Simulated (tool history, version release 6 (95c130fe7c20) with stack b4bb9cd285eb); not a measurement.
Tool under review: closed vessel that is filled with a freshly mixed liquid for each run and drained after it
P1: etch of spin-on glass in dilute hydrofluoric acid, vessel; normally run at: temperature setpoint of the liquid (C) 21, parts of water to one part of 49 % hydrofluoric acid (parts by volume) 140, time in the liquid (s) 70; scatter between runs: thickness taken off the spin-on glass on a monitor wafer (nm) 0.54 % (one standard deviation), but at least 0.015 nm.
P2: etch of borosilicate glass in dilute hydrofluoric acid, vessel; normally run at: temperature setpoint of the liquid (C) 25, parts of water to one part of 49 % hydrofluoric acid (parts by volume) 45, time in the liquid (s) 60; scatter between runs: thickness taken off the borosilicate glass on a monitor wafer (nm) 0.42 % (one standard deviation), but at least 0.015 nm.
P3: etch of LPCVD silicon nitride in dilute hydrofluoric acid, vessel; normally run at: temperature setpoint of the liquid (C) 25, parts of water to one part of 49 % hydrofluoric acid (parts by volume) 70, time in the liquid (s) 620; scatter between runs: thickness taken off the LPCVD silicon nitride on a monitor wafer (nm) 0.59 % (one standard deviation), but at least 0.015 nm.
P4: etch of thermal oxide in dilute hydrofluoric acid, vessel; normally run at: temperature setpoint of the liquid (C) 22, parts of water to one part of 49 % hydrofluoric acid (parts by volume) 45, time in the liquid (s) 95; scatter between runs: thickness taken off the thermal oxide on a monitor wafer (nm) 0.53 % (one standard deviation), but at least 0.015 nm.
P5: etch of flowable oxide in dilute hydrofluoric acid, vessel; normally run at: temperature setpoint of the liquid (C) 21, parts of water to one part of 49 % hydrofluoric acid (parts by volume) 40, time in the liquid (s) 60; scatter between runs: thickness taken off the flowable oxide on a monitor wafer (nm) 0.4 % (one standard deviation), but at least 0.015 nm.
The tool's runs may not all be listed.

run,hour,process that ran,temperature setpoint of the liquid (C),parts of water to one part of 49 % hydrofluoric acid (parts by volume),time in the liquid (s),thickness taken off the spin-on glass on a monitor wafer (nm),thickness taken off the thermal oxide on a monitor wafer (nm),thickness taken off the borosilicate glass on a monitor wafer (nm),thickness taken off the flowable oxide on a monitor wafer (nm),thickness taken off the LPCVD silicon nitride on a monitor wafer (nm)
1,6.1,P1,21,140,70,11.806,,,,
2,16.4,P4,22,45,95,,9.485,,,
3,24,P1,17,140,70,9.9813,,,,
4,32.6,P1,21,140,70,11.816,,,,
5,40.7,P2,25,45,60,,,36.857,,
6,50.5,P1,21,45,70,40.691,,,,
7,57.6,P5,21,40,60,,,,87.14,
8,66.2,P2,25,45,95,,,58.35,,
9,76,P5,26,40,60,,,,106.54,
10,86.6,P5,21,40,110,,,,158.48,
11,97.7,P1,21,140,40,6.8089,,,,
12,104.5,P4,22,45,95,,9.5278,,,
13,116.1,P1,21,140,70,11.846,,,,
14,125.3,P1,21,140,70,11.725,,,,
15,131,P3,18.5,70,620,,,,,2.8285
16,138.3,P1,21,140,115,19.417,,,,
17,146.7,P1,17,200,70,6.6491,,,,
18,155.2,P4,22,45,165,,16.569,,,
19,166.5,P4,22,70,95,,6.0282,,,
20,178.9,P4,27,45,95,,11.83,,,
21,188,P3,25,70,620,,,,,4.4062
22,193.7,P3,25,20,620,,,,,15.102
23,204.1,P1,28,40,70,61.731,,,,
24,213.5,P1,21,140,70,11.762,,,,
25,219.8,P1,21,200,70,7.733,,,,
26,232.3,P1,21,140,70,11.782,,,,
27,241.3,P5,21,75,60,,,,44.04,
28,249.5,P3,25,70,1060,,,,,7.4815
29,262,P2,31.5,45,60,,,47.997,,
30,269.8,P1,27,140,70,14.849,,,,

What does the tool deliver on the next run?
31,279.5,P2,25,60,60,,,?,,

Run 31 yielded thickness taken off the borosilicate glass on a monitor wafer (nm) 27.033.

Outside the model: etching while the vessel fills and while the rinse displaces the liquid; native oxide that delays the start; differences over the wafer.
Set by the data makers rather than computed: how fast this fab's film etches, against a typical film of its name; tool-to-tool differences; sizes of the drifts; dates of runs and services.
